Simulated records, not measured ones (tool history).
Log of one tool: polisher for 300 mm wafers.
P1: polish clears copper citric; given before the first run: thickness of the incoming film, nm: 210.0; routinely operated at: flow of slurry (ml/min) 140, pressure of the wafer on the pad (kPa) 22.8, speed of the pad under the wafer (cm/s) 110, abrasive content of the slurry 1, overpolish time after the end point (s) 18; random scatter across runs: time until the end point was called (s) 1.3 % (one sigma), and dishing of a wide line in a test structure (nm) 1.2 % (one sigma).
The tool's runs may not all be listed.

run   hour  flow of slurry (ml/min)  pressure of the wafer on the pad (kPa)  speed of the pad under the wafer (cm/s)  abrasive content of the slurry  overpolish time after the end point (s)  time until the end point was called (s)  dishing of a wide line in a test structure (nm)
  1   17.4                      140                                    22.8                                      110                               1                                       18                                   72.671                                           36.737
  2   35.1                      140                                    22.8                                      110                               1                                       18                                   75.408                                           36.515
  3   53.1                      140                                    22.8                                      110                               1                                        5                                    73.92                                           10.623
  4   61.7                      140                                    12.4                                      110                               1                                       18                                   135.03                                           20.563
  5   75.3                      210                                    22.8                                      110                               1                                       18                                   68.618                                           39.094
  6   87.9                      140                                    22.8                                      110                               1                                       18                                   73.628                                           36.173
  7   96.6                      190                                    22.8                                      110                               1                                        9                                   70.387                                           20.422
  8  110.4                      140                                    22.8                                      110                            1.35                                       18                                   69.247                                           38.095
  9    119                      140                                    22.8                                      110                               1                                       18                                   75.054                                           35.516
 10  136.6                      140                                    22.8                                      110                            0.65                                       18                                    79.82                                           33.662
 11  149.3                      140                                    22.8                                      166                               1                                       18                                   49.158                                           51.834
 12  162.3                      140                                    22.8                                      110                               1                                       31                                   73.965                                           57.784
 13  174.2                      140                                    22.8                                      110                               1                                       18                                    74.15                                           36.401
 14    191                      140                                    22.8                                      110                               1                                       18                                   73.487                                           36.297
 15  201.5                       85                                    22.8                                      110                               1                                       18                                   80.955                                           31.753
 16  215.9                      140                                    22.8                                       72                               1                                       18                                   113.66                                           24.626
 17  229.7                      140                                    35.9                                      110                               1                                       18                                   47.382                                           54.946
 18  243.3                      140                                    22.8                                      110                               1                                       18                                   74.285                                           36.333
 19  261.6                      140                                    22.8                                      110                               1                                       18                                   77.124                                           34.472
 20  279.8                      140                                    22.8                                      110                               1                                       18                                   78.127                                           34.045
 21  298.5                      140                                    22.8                                      110                               1                                       18                                   80.931                                           32.791
     304.8  -- slurry blender recalibrated
 22  308.3                      140                                    22.8                                      110                               1                                       18                                   81.867                                           32.851
     322.2  -- head pressure recalibrated
 23  325.9                      140                                    22.8                                      110                               1                                       18                                   82.398                                           32.852
 24  339.3                      140                                    22.8                                      110                               1                                       18                                   85.273                                           32.712

What does the tool deliver on the next run?
 25  347.7                      140                                    22.8                                      110                               1                                       18                                        ?                                                ?

time until the end point was called (s): 81.802
dishing of a wide line in a test structure (nm): 32.292
